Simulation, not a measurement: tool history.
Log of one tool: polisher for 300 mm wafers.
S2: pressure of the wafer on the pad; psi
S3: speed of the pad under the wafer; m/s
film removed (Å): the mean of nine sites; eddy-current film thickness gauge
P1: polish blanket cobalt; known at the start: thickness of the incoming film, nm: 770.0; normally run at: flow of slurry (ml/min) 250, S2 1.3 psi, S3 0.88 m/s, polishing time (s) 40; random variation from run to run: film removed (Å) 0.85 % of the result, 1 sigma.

{"run": 1, "hour": 11.0, "flow of slurry (ml/min)": 250, "S2": 1.3, "S3": 0.88, "polishing time (s)": 40, "film removed (Å)": 942.53}
{"run": 2, "hour": 21.5, "flow of slurry (ml/min)": 335, "S2": 1.3, "S3": 0.88, "polishing time (s)": 40, "film removed (Å)": 949.19}
{"run": 3, "hour": 30.9, "flow of slurry (ml/min)": 250, "S2": 1.3, "S3": 0.88, "polishing time (s)": 40, "film removed (Å)": 948.5}
{"run": 4, "hour": 42.0, "flow of slurry (ml/min)": 250, "S2": 1.3, "S3": 0.88, "polishing time (s)": 40, "film removed (Å)": 942.96}
{"run": 5, "hour": 50.8, "flow of slurry (ml/min)": 250, "S2": 0.6, "S3": 0.88, "polishing time (s)": 40, "film removed (Å)": 433.83}
{"run": 6, "hour": 62.2, "flow of slurry (ml/min)": 250, "S2": 1.3, "S3": 0.88, "polishing time (s)": 62, "film removed (Å)": 1474.4}
{"run": 7, "hour": 76.2, "flow of slurry (ml/min)": 250, "S2": 1.3, "S3": 0.88, "polishing time (s)": 18, "film removed (Å)": 425.58}
{"run": 8, "hour": 88.5, "flow of slurry (ml/min)": 250, "S2": 1.3, "S3": 0.88, "polishing time (s)": 40, "film removed (Å)": 940.04}
{"run": 9, "hour": 96.8, "flow of slurry (ml/min)": 320, "S2": 0.8, "S3": 0.88, "polishing time (s)": 40, "film removed (Å)": 598.45}
{"run": 10, "hour": 109.1, "flow of slurry (ml/min)": 250, "S2": 2.0, "S3": 0.88, "polishing time (s)": 40, "film removed (Å)": 1435.0}
{"run": 11, "hour": 119.4, "flow of slurry (ml/min)": 250, "S2": 1.3, "S3": 0.88, "polishing time (s)": 40, "film removed (Å)": 928.6}
{"run": 12, "hour": 126.9, "flow of slurry (ml/min)": 360, "S2": 1.3, "S3": 1.26, "polishing time (s)": 40, "film removed (Å)": 1397.2}
{"run": 13, "hour": 141.0, "flow of slurry (ml/min)": 150, "S2": 1.3, "S3": 0.88, "polishing time (s)": 40, "film removed (Å)": 886.64}
{"run": 14, "hour": 156.7, "flow of slurry (ml/min)": 250, "S2": 1.3, "S3": 0.58, "polishing time (s)": 40, "film removed (Å)": 622.42}
{"run": 15, "hour": 165.4, "flow of slurry (ml/min)": 250, "S2": 1.3, "S3": 1.28, "polishing time (s)": 40, "film removed (Å)": 1360.5}
{"run": 16, "hour": 176.8, "flow of slurry (ml/min)": 250, "S2": 1.3, "S3": 0.88, "polishing time (s)": 40, "film removed (Å)": 933.57}
{"run": 17, "hour": 184.2, "flow of slurry (ml/min)": 250, "S2": 1.3, "S3": 0.88, "polishing time (s)": 40, "film removed (Å)": 919.16}
{"run": 18, "hour": 193.9, "flow of slurry (ml/min)": 250, "S2": 1.3, "S3": 0.88, "polishing time (s)": 40, "film removed (Å)": 912.25}
{"run": 19, "hour": 205.6, "flow of slurry (ml/min)": 250, "S2": 1.3, "S3": 0.88, "polishing time (s)": 40, "film removed (Å)": 904.38}
{"run": 20, "hour": 220.5, "flow of slurry (ml/min)": 250, "S2": 1.3, "S3": 0.88, "polishing time (s)": 40, "film removed (Å)": 890.85}
{"hour": 221.3, "done": "worn pad replaced by a new one"}
{"run": 21, "hour": 234.3, "flow of slurry (ml/min)": 250, "S2": 1.3, "S3": 0.88, "polishing time (s)": 40, "film removed (Å)": 876.23}
{"run": 22, "hour": 250.6, "flow of slurry (ml/min)": 250, "S2": 1.3, "S3": 0.88, "polishing time (s)": 40, "film removed (Å)": 878.92}
{"run": 23, "hour": 260.4, "flow of slurry (ml/min)": 250, "S2": 1.3, "S3": 0.88, "polishing time (s)": 40, "film removed (Å)": 882.21}

What P1 gives has crept away from where it was. These 2 causes fit the log equally well, each at the size given:
A: slurry flow missing at the pad, % = 38.5
B: head's pressure below its setpoint, % = 6.39
The creep began at about hour 176.8.
Why every other cause is out:
removal rate lost through wear of the pad, %: serviced at hour 221.3, which brought nothing back

4 check runs are offered, each on 3 wafers whose results are averaged, their results left as question marks. Which one tells the causes apart?
{"run": "check 1", "hour": 270.2, "flow of slurry (ml/min)": 250, "S2": 0.7, "S3": 1.24, "polishing time (s)": 40, "film removed (Å)": "?"}
{"run": "check 2", "hour": 270.2, "flow of slurry (ml/min)": 150, "S2": 1.9, "S3": 0.88, "polishing time (s)": 40, "film removed (Å)": "?"}
{"run": "check 3", "hour": 270.2, "flow of slurry (ml/min)": 250, "S2": 2.0, "S3": 0.88, "polishing time (s)": 40, "film removed (Å)": "?"}
{"run": "check 4", "hour": 270.2, "flow of slurry (ml/min)": 250, "S2": 1.7, "S3": 0.88, "polishing time (s)": 19, "film removed (Å)": "?"}

What each check would give under each cause:
check=check_1 result=film_removed_(Å) if_A=669.06 if_B=669.02
check=check_2 result=film_removed_(Å) if_A=1154.90 if_B=1201.40
check=check_3 result=film_removed_(Å) if_A=1356.60 if_B=1356.50
check=check_4 result=film_removed_(Å) if_A=547.73 if_B=547.71
How far apart the two closest causes lie, in the result that separates them most: check 1 0.01 %; check 2 3.94 %; check 3 0.01 %; check 4 0.01 %
Check 2 tells the causes apart: in the others they would give nearly the same result.

Then check 2 was run and gave: film removed (Å) 1202.70. Which cause is it?

It is B: head's pressure below its setpoint, %.

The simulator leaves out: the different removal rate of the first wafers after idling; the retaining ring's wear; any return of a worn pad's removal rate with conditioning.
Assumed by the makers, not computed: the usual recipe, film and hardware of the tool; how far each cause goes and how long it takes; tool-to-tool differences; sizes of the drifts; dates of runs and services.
